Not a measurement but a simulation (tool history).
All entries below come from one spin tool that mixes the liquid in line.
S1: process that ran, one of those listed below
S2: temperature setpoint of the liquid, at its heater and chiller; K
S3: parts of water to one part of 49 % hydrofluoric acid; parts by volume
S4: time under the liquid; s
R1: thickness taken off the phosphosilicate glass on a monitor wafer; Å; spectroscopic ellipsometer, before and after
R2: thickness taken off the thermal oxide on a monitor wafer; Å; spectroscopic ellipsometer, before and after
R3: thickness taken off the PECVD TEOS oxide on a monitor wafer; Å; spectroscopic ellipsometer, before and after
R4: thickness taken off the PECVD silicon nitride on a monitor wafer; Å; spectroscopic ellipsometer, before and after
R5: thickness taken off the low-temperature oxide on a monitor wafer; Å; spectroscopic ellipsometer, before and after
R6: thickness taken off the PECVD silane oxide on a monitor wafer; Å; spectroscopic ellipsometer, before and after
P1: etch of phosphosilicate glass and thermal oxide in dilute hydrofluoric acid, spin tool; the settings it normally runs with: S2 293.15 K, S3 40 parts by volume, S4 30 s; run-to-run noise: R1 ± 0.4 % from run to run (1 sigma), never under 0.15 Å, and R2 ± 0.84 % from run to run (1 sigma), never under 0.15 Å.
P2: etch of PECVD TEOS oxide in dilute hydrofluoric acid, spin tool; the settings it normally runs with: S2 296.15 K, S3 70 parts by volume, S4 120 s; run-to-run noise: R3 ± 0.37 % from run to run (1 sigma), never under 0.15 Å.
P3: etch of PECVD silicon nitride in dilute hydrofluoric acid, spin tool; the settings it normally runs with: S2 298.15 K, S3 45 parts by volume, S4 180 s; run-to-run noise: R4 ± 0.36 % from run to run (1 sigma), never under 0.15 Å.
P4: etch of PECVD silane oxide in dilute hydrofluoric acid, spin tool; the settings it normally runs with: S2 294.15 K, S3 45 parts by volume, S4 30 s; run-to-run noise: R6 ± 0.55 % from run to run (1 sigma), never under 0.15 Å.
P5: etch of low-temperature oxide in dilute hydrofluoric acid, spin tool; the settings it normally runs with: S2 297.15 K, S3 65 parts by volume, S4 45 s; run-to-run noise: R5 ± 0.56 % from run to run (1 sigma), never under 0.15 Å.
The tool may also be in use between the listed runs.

Run 1, hour 5.3: S1 P1, S2 293.15 K, S3 40 parts by volume, S4 30 s. Result: R1 439.07 Å, R2 32.854 Å.
Run 2, hour 9.8: S1 P2, S2 296.15 K, S3 70 parts by volume, S4 120 s. Result: R3 342.89 Å.
Run 3, hour 15.8: S1 P1, S2 293.15 K, S3 40 parts by volume, S4 30 s. Result: R1 439.78 Å, R2 32.062 Å.
Run 4, hour 21.1: S1 P1, S2 290.15 K, S3 40 parts by volume, S4 30 s. Result: R1 388.12 Å, R2 28.430 Å.
Run 5, hour 26.4: S1 P3, S2 298.15 K, S3 65 parts by volume, S4 180 s. Result: R4 135.980 Å.
At hour 26.9: hydrofluoric acid flow meter replaced.
Run 6, hour 32.0: S1 P2, S2 290.15 K, S3 70 parts by volume, S4 120 s. Result: R3 268.11 Å.
Run 7, hour 35.0: S1 P1, S2 293.15 K, S3 25 parts by volume, S4 30 s. Result: R1 717.12 Å, R2 53.510 Å.
Run 8, hour 40.3: S1 P2, S2 296.15 K, S3 70 parts by volume, S4 170 s. Result: R3 485.46 Å.
Run 9, hour 46.7: S1 P1, S2 296.65 K, S3 40 parts by volume, S4 15 s. Result: R1 254.64 Å, R2 19.187 Å.
Run 10, hour 50.6: S1 P1, S2 293.15 K, S3 65 parts by volume, S4 30 s. Result: R1 261.61 Å, R2 19.753 Å.
Run 11, hour 53.7: S1 P1, S2 293.15 K, S3 40 parts by volume, S4 30 s. Result: R1 441.58 Å, R2 33.051 Å.
Run 12, hour 56.9: S1 P1, S2 293.15 K, S3 40 parts by volume, S4 30 s. Result: R1 442.65 Å, R2 32.882 Å.
Run 13, hour 61.6: S1 P1, S2 298.65 K, S3 40 parts by volume, S4 15 s. Result: R1 280.15 Å, R2 20.558 Å.
Run 14, hour 64.8: S1 P2, S2 296.15 K, S3 25 parts by volume, S4 120 s. Result: R3 1020.50 Å.
At hour 69.9: thermometer replaced.
Run 15, hour 71.0: S1 P3, S2 303.15 K, S3 45 parts by volume, S4 180 s. Result: R4 269.780 Å.
Run 16, hour 75.0: S1 P5, S2 302.15 K, S3 65 parts by volume, S4 45 s. Result: R5 144.480 Å.
Run 17, hour 80.0: S1 P1, S2 300.15 K, S3 40 parts by volume, S4 30 s. Result: R1 592.29 Å, R2 43.698 Å.
Run 18, hour 83.2: S1 P1, S2 293.15 K, S3 40 parts by volume, S4 15 s. Result: R1 220.01 Å, R2 16.952 Å.
Run 19, hour 88.8: S1 P1, S2 293.15 K, S3 40 parts by volume, S4 45 s. Result: R1 666.54 Å, R2 48.613 Å.
Run 20, hour 91.7: S1 P5, S2 297.15 K, S3 20 parts by volume, S4 45 s. Result: R5 407.340 Å.
Run 21, hour 98.1: S1 P2, S2 296.15 K, S3 70 parts by volume, S4 120 s. Result: R3 344.02 Å.
Run 22, hour 101.4: S1 P1, S2 293.15 K, S3 40 parts by volume, S4 30 s. Result: R1 441.70 Å, R2 33.285 Å.
Run 23, hour 106.7: S1 P1, S2 293.15 K, S3 40 parts by volume, S4 30 s. Result: R1 442.92 Å, R2 33.014 Å.
Run 24, hour 111.5: S1 P5, S2 297.15 K, S3 65 parts by volume, S4 45 s. Result: R5 117.790 Å.
Run 25, hour 116.2: S1 P4, S2 294.15 K, S3 45 parts by volume, S4 30 s. Result: R6 242.11 Å.
Run 26, hour 122.3: S1 P4, S2 290.15 K, S3 45 parts by volume, S4 30 s. Result: R6 204.42 Å.
Run 27, hour 127.4: S1 P4, S2 294.15 K, S3 45 parts by volume, S4 45 s. Result: R6 360.70 Å.
Run 28, hour 132.2: S1 P3, S2 298.15 K, S3 45 parts by volume, S4 55 s. Result: R4 59.339 Å.
Run 29, hour 135.9: S1 P4, S2 294.15 K, S3 25 parts by volume, S4 30 s. Result: R6 444.09 Å.
Run 30, hour 141.7: S1 P3, S2 298.15 K, S3 45 parts by volume, S4 180 s. Result: R4 194.220 Å.
Run 31, hour 144.7: S1 P3, S2 298.15 K, S3 45 parts by volume, S4 180 s. Result: R4 194.100 Å.
Run 32, hour 148.5: S1 P5, S2 297.15 K, S3 65 parts by volume, S4 15 s. Result: R5 39.503 Å.
Run 33, hour 153.0: S1 P1, S2 293.15 K, S3 40 parts by volume, S4 30 s. Result: R1 436.90 Å, R2 32.912 Å.
Run 34, hour 159.4: S1 P1, S2 293.15 K, S3 40 parts by volume, S4 30 s. Result: R1 422.83 Å, R2 31.493 Å.
Run 35, hour 165.7: S1 P1, S2 293.15 K, S3 40 parts by volume, S4 30 s. Result: R1 411.60 Å, R2 30.869 Å.
Run 36, hour 169.1: S1 P1, S2 293.15 K, S3 40 parts by volume, S4 30 s. Result: R1 410.83 Å, R2 30.668 Å.
Run 37, hour 171.8: S1 P1, S2 293.15 K, S3 40 parts by volume, S4 30 s. Result: R1 408.22 Å, R2 29.980 Å.
Run 38, hour 176.4: S1 P1, S2 293.15 K, S3 40 parts by volume, S4 30 s. Result: R1 403.72 Å, R2 30.243 Å.
Run 39, hour 180.1: S1 P1, S2 293.15 K, S3 40 parts by volume, S4 30 s. Result: R1 401.54 Å, R2 29.822 Å.
Run 40, hour 185.0: S1 P1, S2 293.15 K, S3 40 parts by volume, S4 30 s. Result: R1 401.60 Å, R2 29.574 Å.
Run 41, hour 189.5: S1 P1, S2 293.15 K, S3 40 parts by volume, S4 30 s. Result: R1 399.61 Å, R2 30.258 Å.

For run 42, what comes out?
Run 42, hour 194.9: S1 P1, S2 293.15 K, S3 40 parts by volume, S4 30 s. Result: R1 ?, R2 ?.

{"run 42": {"R1": 397.51, "R2": 29.702}}

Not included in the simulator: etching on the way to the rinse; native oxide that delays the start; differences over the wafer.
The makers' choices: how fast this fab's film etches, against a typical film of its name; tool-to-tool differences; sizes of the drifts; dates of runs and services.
